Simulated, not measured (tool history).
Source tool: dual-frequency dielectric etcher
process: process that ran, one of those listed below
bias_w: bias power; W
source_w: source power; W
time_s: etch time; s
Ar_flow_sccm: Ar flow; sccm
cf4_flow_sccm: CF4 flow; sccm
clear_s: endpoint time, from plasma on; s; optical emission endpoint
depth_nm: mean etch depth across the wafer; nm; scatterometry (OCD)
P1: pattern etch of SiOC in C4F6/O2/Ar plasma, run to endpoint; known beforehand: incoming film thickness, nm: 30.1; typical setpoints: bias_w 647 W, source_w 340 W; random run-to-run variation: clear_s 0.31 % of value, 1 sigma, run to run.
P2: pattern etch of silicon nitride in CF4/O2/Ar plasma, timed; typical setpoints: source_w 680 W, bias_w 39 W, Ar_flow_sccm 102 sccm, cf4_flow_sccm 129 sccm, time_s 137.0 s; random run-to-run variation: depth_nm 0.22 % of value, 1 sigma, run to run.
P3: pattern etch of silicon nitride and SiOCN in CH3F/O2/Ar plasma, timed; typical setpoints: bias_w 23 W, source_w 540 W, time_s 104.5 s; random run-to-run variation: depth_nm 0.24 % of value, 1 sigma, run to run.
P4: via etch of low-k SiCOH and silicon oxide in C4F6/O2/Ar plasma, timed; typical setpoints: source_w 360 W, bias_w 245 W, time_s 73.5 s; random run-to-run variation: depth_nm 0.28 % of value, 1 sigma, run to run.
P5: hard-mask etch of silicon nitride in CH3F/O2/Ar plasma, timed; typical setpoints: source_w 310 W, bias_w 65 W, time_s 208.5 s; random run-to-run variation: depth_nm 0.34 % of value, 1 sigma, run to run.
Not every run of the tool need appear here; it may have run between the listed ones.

{"run": 1, "day": 0.317, "process": "P1", "bias_w": 647, "source_w": 340, "clear_s": 9.9116}
{"run": 2, "day": 0.658, "process": "P3", "bias_w": 23, "source_w": 540, "time_s": 151.0, "depth_nm": 22.944}
{"run": 3, "day": 1.112, "process": "P1", "bias_w": 526, "source_w": 280, "clear_s": 11.501}
{"run": 4, "day": 1.621, "process": "P4", "bias_w": 147, "source_w": 360, "time_s": 73.5, "depth_nm": 189.31}
{"run": 5, "day": 2.058, "process": "P2", "bias_w": 39, "source_w": 680, "time_s": 137.0, "Ar_flow_sccm": 102, "cf4_flow_sccm": 129, "depth_nm": 317.65}
{"run": 6, "day": 2.475, "process": "P1", "bias_w": 647, "source_w": 340, "clear_s": 9.8365}
{"run": 7, "day": 2.85, "process": "P1", "bias_w": 862, "source_w": 460, "clear_s": 7.9098}
{"run": 8, "day": 3.338, "process": "P1", "bias_w": 647, "source_w": 460, "clear_s": 8.8296}
{"run": 9, "day": 3.688, "process": "P1", "bias_w": 647, "source_w": 340, "clear_s": 9.9117}
{"run": 10, "day": 3.992, "process": "P1", "bias_w": 443, "source_w": 340, "clear_s": 11.424}
{"run": 11, "day": 4.325, "process": "P1", "bias_w": 754, "source_w": 430, "clear_s": 8.5154}
{"run": 12, "day": 4.696, "process": "P1", "bias_w": 647, "source_w": 340, "clear_s": 9.9093}
{"run": 13, "day": 5.075, "process": "P2", "bias_w": 39, "source_w": 680, "time_s": 137.0, "Ar_flow_sccm": 134, "cf4_flow_sccm": 129, "depth_nm": 307.25}
{"run": 14, "day": 5.383, "process": "P1", "bias_w": 647, "source_w": 340, "clear_s": 9.8712}
{"run": 15, "day": 5.854, "process": "P5", "bias_w": 65, "source_w": 310, "time_s": 303.5, "depth_nm": 186.74}
{"run": 16, "day": 6.246, "process": "P2", "bias_w": 39, "source_w": 680, "time_s": 77.5, "Ar_flow_sccm": 102, "cf4_flow_sccm": 129, "depth_nm": 180.8}
{"run": 17, "day": 6.725, "process": "P3", "bias_w": 23, "source_w": 540, "time_s": 104.5, "depth_nm": 15.854}
{"run": 18, "day": 7.183, "process": "P4", "bias_w": 245, "source_w": 360, "time_s": 43.5, "depth_nm": 132.83}
{"day": 7.433, "done": "bias power generator calibrated"}
{"run": 19, "day": 7.438, "process": "P5", "bias_w": 65, "source_w": 310, "time_s": 208.5, "depth_nm": 128.27}
{"run": 20, "day": 7.888, "process": "P5", "bias_w": 65, "source_w": 250, "time_s": 208.5, "depth_nm": 118.43}
{"run": 21, "day": 8.167, "process": "P4", "bias_w": 245, "source_w": 360, "time_s": 73.5, "depth_nm": 223.91}
{"run": 22, "day": 8.542, "process": "P2", "bias_w": 39, "source_w": 680, "time_s": 137.0, "Ar_flow_sccm": 102, "cf4_flow_sccm": 85, "depth_nm": 300.52}
{"run": 23, "day": 8.833, "process": "P2", "bias_w": 25, "source_w": 680, "time_s": 137.0, "Ar_flow_sccm": 102, "cf4_flow_sccm": 129, "depth_nm": 276.87}
{"run": 24, "day": 9.271, "process": "P3", "bias_w": 23, "source_w": 370, "time_s": 104.5, "depth_nm": 13.873}
{"run": 25, "day": 9.55, "process": "P3", "bias_w": 33, "source_w": 540, "time_s": 104.5, "depth_nm": 18.694}
{"run": 26, "day": 10.038, "process": "P1", "bias_w": 647, "source_w": 340, "clear_s": 9.8416}
{"run": 27, "day": 10.458, "process": "P1", "bias_w": 647, "source_w": 240, "clear_s": 11.226}
{"run": 28, "day": 10.788, "process": "P3", "bias_w": 23, "source_w": 540, "time_s": 104.5, "depth_nm": 15.847}
{"run": 29, "day": 11.254, "process": "P2", "bias_w": 39, "source_w": 850, "time_s": 137.0, "Ar_flow_sccm": 102, "cf4_flow_sccm": 129, "depth_nm": 387.47}
{"run": 30, "day": 11.542, "process": "P4", "bias_w": 245, "source_w": 460, "time_s": 73.5, "depth_nm": 245.93}
{"run": 31, "day": 11.825, "process": "P5", "bias_w": 49, "source_w": 310, "time_s": 208.5, "depth_nm": 116.65}
{"run": 32, "day": 12.1, "process": "P4", "bias_w": 245, "source_w": 360, "time_s": 73.5, "depth_nm": 223.0}
{"run": 33, "day": 12.612, "process": "P1", "bias_w": 830, "source_w": 340, "clear_s": 8.9058}
{"run": 34, "day": 12.842, "process": "P1", "bias_w": 647, "source_w": 340, "clear_s": 9.8587}
{"run": 35, "day": 13.317, "process": "P1", "bias_w": 647, "source_w": 340, "clear_s": 9.8193}
{"run": 36, "day": 13.754, "process": "P1", "bias_w": 647, "source_w": 340, "clear_s": 9.7965}
{"run": 37, "day": 14.083, "process": "P1", "bias_w": 647, "source_w": 340, "clear_s": 9.7645}
{"run": 38, "day": 14.542, "process": "P1", "bias_w": 647, "source_w": 340, "clear_s": 9.681}
{"run": 39, "day": 14.9, "process": "P1", "bias_w": 647, "source_w": 340, "clear_s": 9.7408}
{"day": 15.046, "done": "wet clean of the chamber"}
{"run": 40, "day": 15.138, "process": "P1", "bias_w": 647, "source_w": 340, "clear_s": 9.7509}
{"run": 41, "day": 15.488, "process": "P1", "bias_w": 647, "source_w": 340, "clear_s": 9.7262}
{"run": 42, "day": 15.729, "process": "P1", "bias_w": 647, "source_w": 340, "clear_s": 9.7316}
{"run": 43, "day": 16.171, "process": "P1", "bias_w": 647, "source_w": 340, "clear_s": 9.7255}
{"run": 44, "day": 16.658, "process": "P1", "bias_w": 647, "source_w": 340, "clear_s": 9.7701}

What P1 gives has crept off from where it sat before. The 2 causes that follow fit the log equally well, each at the size noted:
A: source power that arrives over what is set, % = 4.36
B: bias power that arrives over what is set, % = 4.06
The onset of the drift is placed at about day 12.842.
All other causes, with the reason each is excluded:
chamber walls in a state that raises the etch rate, %: serviced at day 15.046, after the drift had started, without restoring the earlier output

Consider the 4 single-wafer check runs listed below, results given as question marks: which one distinguishes between the causes by giving clearly different results for each?
{"run": "check 1", "day": 17.146, "process": "P4", "bias_w": 149, "source_w": 360, "time_s": 73.5, "depth_nm": "?"}
{"run": "check 2", "day": 17.146, "process": "P5", "bias_w": 65, "source_w": 310, "time_s": 258.0, "depth_nm": "?"}
{"run": "check 3", "day": 17.146, "process": "P2", "bias_w": 39, "source_w": 680, "time_s": 78.0, "Ar_flow_sccm": 102, "cf4_flow_sccm": 129, "depth_nm": "?"}
{"run": "check 4", "day": 17.146, "process": "P3", "bias_w": 32, "source_w": 540, "time_s": 104.5, "depth_nm": "?"}

Expected result of each check under each candidate cause:
check=check_1 result=depth_nm if_A=193.820 if_B=192.940
check=check_2 result=depth_nm if_A=161.040 if_B=160.630
check=check_3 result=depth_nm if_A=188.250 if_B=183.710
check=check_4 result=depth_nm if_A=18.653 if_B=18.731
Distance between the nearest two causes, measured in the result of the check that separates them most: check 1 0.46 %; check 2 0.25 %; check 3 2.44 %; check 4 0.41 %
The other checks would show nearly matching results whichever cause is true, so check 3 is the only one that separates the causes.

The results of check 3 are: depth_nm 184.510 nm. Based on these, which of the listed causes is it?

B is the cause: bias power that arrives over what is set, %.
